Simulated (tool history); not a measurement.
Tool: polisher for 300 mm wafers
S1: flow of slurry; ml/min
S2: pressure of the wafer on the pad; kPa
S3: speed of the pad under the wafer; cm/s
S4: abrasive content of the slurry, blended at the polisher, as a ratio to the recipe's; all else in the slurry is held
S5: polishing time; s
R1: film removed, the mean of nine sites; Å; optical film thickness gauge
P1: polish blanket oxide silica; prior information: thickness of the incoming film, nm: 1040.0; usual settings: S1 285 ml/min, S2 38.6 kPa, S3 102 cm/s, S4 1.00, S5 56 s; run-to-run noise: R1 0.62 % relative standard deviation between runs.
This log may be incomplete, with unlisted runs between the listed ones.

run   hour   S1    S2   S3    S4  S5      R1
  1    7.6  285  38.6  102  1.00  56  2066.6
  2   18.5  285  38.6  102  1.45  56  2410.4
  3   31.9  170  38.6  102  1.00  56  1935.7
  4   44.9  285  38.6  102  1.00  71  2608.3
  5   53.6  285  20.7  144  1.00  56  1449.7
  6   62.4  170  38.6   56  1.00  56  1182.4
  7   71.8  285  38.6  102  1.00  56  2016.7
  8   79.5  285  38.6  102  1.00  56  2065.7
  9   95.8  285  38.6  154  1.00  56  2845.9
 10  109.7  285  38.6  102  1.00  56  2052.6
 11  120.8  285  38.6  102  1.00  56  2038.5
 12  132.8  285  38.6  102  1.00  39  1427.9
 13  149.2  285  48.3  102  1.00  56  2543.7
     163.3  -- head pressure recalibrated
 14  165.3  285  38.6  102  0.55  56  1498.7
 15  174.2  285  38.6   50  1.00  56  1173.7
 16  183.8  285  38.6  102  1.00  56  2076.8
 17  192.5  390  38.6  102  1.00  56  2101.1
 18  208.1  285  22.8  102  1.00  56  1199.4
 19  215.9  285  38.6  102  1.00  56  2040.2
 20  222.9  285  38.6  102  1.00  56  1996.2
 21  238.9  285  38.6  102  1.00  56  1937.7
     255.1  -- slurry nozzle cleaned
 22  255.2  285  38.6  102  1.00  56  1897.1
     256.2  -- head pressure recalibrated
 23  266.1  285  38.6  102  1.00  56  1888.7
     274.5  -- conditioning disc replaced and pad reconditioned
 24  279.5  285  38.6  102  1.00  56  1882.2

Forecast run 25:
 25  291.8  285  38.6  102  1.00  56   ?

{"run 25": {"R1": 1869.0}}

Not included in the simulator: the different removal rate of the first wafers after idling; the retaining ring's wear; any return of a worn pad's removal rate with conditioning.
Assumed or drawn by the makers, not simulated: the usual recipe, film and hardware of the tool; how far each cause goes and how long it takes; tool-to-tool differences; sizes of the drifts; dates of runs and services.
